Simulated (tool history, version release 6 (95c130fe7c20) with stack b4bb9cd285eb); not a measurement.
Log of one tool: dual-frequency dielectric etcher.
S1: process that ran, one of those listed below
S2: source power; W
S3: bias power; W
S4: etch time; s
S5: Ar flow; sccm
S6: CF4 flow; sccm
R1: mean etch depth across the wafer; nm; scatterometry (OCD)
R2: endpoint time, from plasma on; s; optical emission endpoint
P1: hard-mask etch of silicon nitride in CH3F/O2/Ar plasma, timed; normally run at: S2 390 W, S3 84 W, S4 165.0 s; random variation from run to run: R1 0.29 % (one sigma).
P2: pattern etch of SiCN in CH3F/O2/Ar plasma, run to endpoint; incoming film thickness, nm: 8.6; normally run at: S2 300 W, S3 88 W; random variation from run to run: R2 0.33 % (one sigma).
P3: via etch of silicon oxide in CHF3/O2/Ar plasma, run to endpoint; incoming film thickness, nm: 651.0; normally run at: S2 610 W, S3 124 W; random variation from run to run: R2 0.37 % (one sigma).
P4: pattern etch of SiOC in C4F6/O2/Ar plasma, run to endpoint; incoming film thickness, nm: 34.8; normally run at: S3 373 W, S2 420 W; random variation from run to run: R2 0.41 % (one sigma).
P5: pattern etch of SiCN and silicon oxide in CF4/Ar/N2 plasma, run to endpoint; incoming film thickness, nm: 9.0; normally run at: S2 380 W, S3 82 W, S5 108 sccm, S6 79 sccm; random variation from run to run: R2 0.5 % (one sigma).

run   hour  S1   S2   S3     S4   S5  S6       R1       R2
  1   15.0  P1  390   84  165.0           123.420
  2   26.3  P1  530   84  165.0           137.630
  3   41.5  P4  420  373                            12.530
  4   57.3  P1  240   84  242.0           150.890
  5   68.6  P1  390   84  165.0           123.040
  6   76.5  P2  300   58                            26.660
  7   84.2  P1  240   84  103.5            64.623
  8   95.3  P1  390   84  165.0           123.290
  9  107.0  P3  610   79                           432.590
 10  118.1  P1  390   51  200.0           126.720
 11  128.6  P1  390   84  245.5           182.850
 12  145.0  P4  420  243                            14.474
     159.3  -- source power generator calibrated
 13  160.1  P1  390   84  165.0           123.240
 14  174.3  P3  410  124                           446.540
 15  183.7  P1  230   84  165.0           100.430
 16  194.2  P1  390   84   91.5            68.529
 17  208.1  P5  380  110         108  79            10.465
 18  221.9  P2  300   88                            22.823
 19  230.9  P2  300   88                            22.861
 20  246.1  P2  170   88                            28.098
 21  261.0  P5  300   82         108  79            14.356
 22  277.5  P1  390  115  165.0           138.770
     280.8  -- bias power generator calibrated
 23  284.8  P4  420  373                            12.492
 24  297.3  P3  610  124                           381.970
 25  304.6  P1  390   61  165.0           109.910
 26  314.1  P5  380   82         108  79            11.742
 27  324.7  P1  390   84  165.0           122.710
 28  341.3  P1  390   84  165.0           123.400
 29  351.4  P5  380   82         108  50            12.485
 30  367.4  P3  610  124                           382.260
 31  384.1  P4  590  373                            11.103
 32  396.8  P5  380   82          68  79            11.049
 33  408.1  P1  390   84  165.0           123.140
 34  415.4  P1  390   84  165.0           123.150
 35  427.8  P1  390   84  165.0           124.170
 36  441.5  P1  390   84  165.0           124.600
     448.3  -- wet clean of the chamber
 37  450.4  P1  390   84  165.0           124.820
 38  462.5  P1  390   84  165.0           124.360
 39  474.0  P1  390   84  165.0           124.500
 40  488.2  P1  390   84  165.0           125.280

What P1 gives has crept away from where it was. These 2 causes fit the log equally well, each at the size given:
A: source power that arrives over what is set, % = 4.16
B: bias power that arrives over what is set, % = 4.38
The creep began at about hour 415.4.
Why every other cause is out:
chamber walls in a state that raises the etch rate, %: serviced at hour 448.3, which brought nothing back

4 check runs are offered, each on 3 wafers whose results are averaged, their results left as question marks. Which one tells the causes apart?
check 1  502.4  P2  210   88                   ?
check 2  502.4  P4  520  373                   ?
check 3  502.4  P3  610   83                   ?
check 4  502.4  P5  380   82      78  51       ?

What each check would give under each cause:
  check  result     if A     if B
check 1      R2   25.660   25.620
check 2      R2   11.382   11.384
check 3      R2  422.770  424.640
check 4      R2   11.453   11.690
How far apart the two closest causes lie, in the result that separates them most: check 1 0.15 %; check 2 0.02 %; check 3 0.44 %; check 4 2.05 %
Only check 4 tells the causes apart: in the others they would give nearly the same result.

Check 4 was then run and gave: R2 11.494 s. Which cause is it?

It is A: source power that arrives over what is set, %.

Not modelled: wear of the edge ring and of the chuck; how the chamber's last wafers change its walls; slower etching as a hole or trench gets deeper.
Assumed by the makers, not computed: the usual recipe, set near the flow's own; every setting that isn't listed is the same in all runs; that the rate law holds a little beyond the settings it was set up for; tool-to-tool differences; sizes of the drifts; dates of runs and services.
